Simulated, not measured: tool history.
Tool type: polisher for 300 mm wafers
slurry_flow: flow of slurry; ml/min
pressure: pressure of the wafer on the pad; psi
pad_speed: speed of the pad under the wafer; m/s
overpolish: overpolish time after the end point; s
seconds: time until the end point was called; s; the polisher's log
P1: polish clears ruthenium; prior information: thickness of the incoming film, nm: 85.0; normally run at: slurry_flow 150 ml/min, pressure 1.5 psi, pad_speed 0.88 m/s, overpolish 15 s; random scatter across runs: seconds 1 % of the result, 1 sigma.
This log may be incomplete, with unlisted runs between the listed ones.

run 1 hour=11.6 | slurry_flow=150 pressure=1.5 pad_speed=0.88 overpolish=15 | seconds=91.595
run 2 hour=22.9 | slurry_flow=225 pressure=1.5 pad_speed=0.88 overpolish=15 | seconds=84.942
run 3 hour=35.7 | slurry_flow=150 pressure=1.5 pad_speed=0.88 overpolish=15 | seconds=90.143
run 4 hour=53.5 | slurry_flow=150 pressure=1.5 pad_speed=0.88 overpolish=15 | seconds=87.475
run 5 hour=65.0 | slurry_flow=150 pressure=1.5 pad_speed=1.16 overpolish=15 | seconds=68.298
run 6 hour=84.1 | slurry_flow=150 pressure=1.5 pad_speed=0.88 overpolish=15 | seconds=90.061
run 7 hour=93.3 | slurry_flow=150 pressure=1.5 pad_speed=0.88 overpolish=15 | seconds=88.535
run 8 hour=110.3 | slurry_flow=150 pressure=1.5 pad_speed=0.88 overpolish=15 | seconds=90.118
run 9 hour=119.6 | slurry_flow=90 pressure=1.5 pad_speed=0.88 overpolish=15 | seconds=98.793
run 10 hour=134.1 | slurry_flow=150 pressure=0.7 pad_speed=0.88 overpolish=15 | seconds=190.520
run 11 hour=152.9 | slurry_flow=150 pressure=2.1 pad_speed=0.88 overpolish=27 | seconds=62.894
run 12 hour=161.8 | slurry_flow=110 pressure=1.5 pad_speed=0.88 overpolish=22 | seconds=94.306
run 13 hour=174.6 | slurry_flow=150 pressure=1.5 pad_speed=0.88 overpolish=4 | seconds=89.561
run 14 hour=186.1 | slurry_flow=150 pressure=1.9 pad_speed=0.88 overpolish=15 | seconds=70.388
run 15 hour=198.8 | slurry_flow=150 pressure=1.5 pad_speed=0.40 overpolish=15 | seconds=195.190
run 16 hour=207.7 | slurry_flow=150 pressure=1.5 pad_speed=0.88 overpolish=26 | seconds=90.192
run 17 hour=226.5 | slurry_flow=150 pressure=1.5 pad_speed=0.88 overpolish=15 | seconds=90.211
run 18 hour=240.4 | slurry_flow=150 pressure=1.5 pad_speed=0.88 overpolish=15 | seconds=88.049
run 19 hour=256.3 | slurry_flow=150 pressure=1.5 pad_speed=0.88 overpolish=15 | seconds=91.476
run 20 hour=273.3 | slurry_flow=150 pressure=1.5 pad_speed=0.88 overpolish=15 | seconds=96.553
run 21 hour=284.4 | slurry_flow=150 pressure=1.5 pad_speed=0.88 overpolish=15 | seconds=97.479
run 22 hour=294.0 | slurry_flow=150 pressure=1.5 pad_speed=0.88 overpolish=15 | seconds=97.351
run 23 hour=309.5 | slurry_flow=150 pressure=1.5 pad_speed=0.88 overpolish=15 | seconds=95.601
-- hour=316.1 head pressure recalibrated
run 24 hour=323.2 | slurry_flow=150 pressure=1.5 pad_speed=0.88 overpolish=15 | seconds=97.883
run 25 hour=340.1 | slurry_flow=150 pressure=1.5 pad_speed=0.88 overpolish=15 | seconds=98.112
run 26 hour=354.1 | slurry_flow=150 pressure=1.5 pad_speed=0.88 overpolish=15 | seconds=99.845

The output of P1 has drifted from where it used to be. Each of the 2 causes below, taken at the size shown beside it, accounts for the log equally well:
A: removal rate lost through wear of the pad, % = 10
B: slurry flow missing at the pad, % = 38.6
The process output started creeping at around hour 240.4.
Why every other cause is out:
head's pressure below its setpoint, %: serviced at hour 316.1, which brought nothing back

Each of the check runs listed below is run on 2 wafers and reports their average, with the results left as question marks. Pick the one under which the possible causes would lead to clearly different results.
run check 1 hour=368.1 | slurry_flow=150 pressure=1.5 pad_speed=0.88 overpolish=24 | seconds=?
run check 2 hour=368.1 | slurry_flow=150 pressure=1.5 pad_speed=0.68 overpolish=15 | seconds=?
run check 3 hour=368.1 | slurry_flow=150 pressure=1.5 pad_speed=0.40 overpolish=6 | seconds=?
run check 4 hour=368.1 | slurry_flow=90 pressure=1.5 pad_speed=0.88 overpolish=15 | seconds=?

How each check would come out, cause by cause:
check=check_1 result=seconds if_A=99.190 if_B=99.231
check=check_2 result=seconds if_A=128.360 if_B=128.420
check=check_3 result=seconds if_A=218.220 if_B=218.310
check=check_4 result=seconds if_A=110.950 if_B=117.730
Smallest distance between any two causes, each pair judged by its most separating result, in per cent: check 1 0.04 %; check 2 0.04 %; check 3 0.04 %; check 4 5.94 %
Check 4 tells the causes apart: in the others they would give nearly the same result.

Here is what check 4 returned: seconds 116.800 s. Which cause is it?

Of the candidate causes, it is B: slurry flow missing at the pad, %.

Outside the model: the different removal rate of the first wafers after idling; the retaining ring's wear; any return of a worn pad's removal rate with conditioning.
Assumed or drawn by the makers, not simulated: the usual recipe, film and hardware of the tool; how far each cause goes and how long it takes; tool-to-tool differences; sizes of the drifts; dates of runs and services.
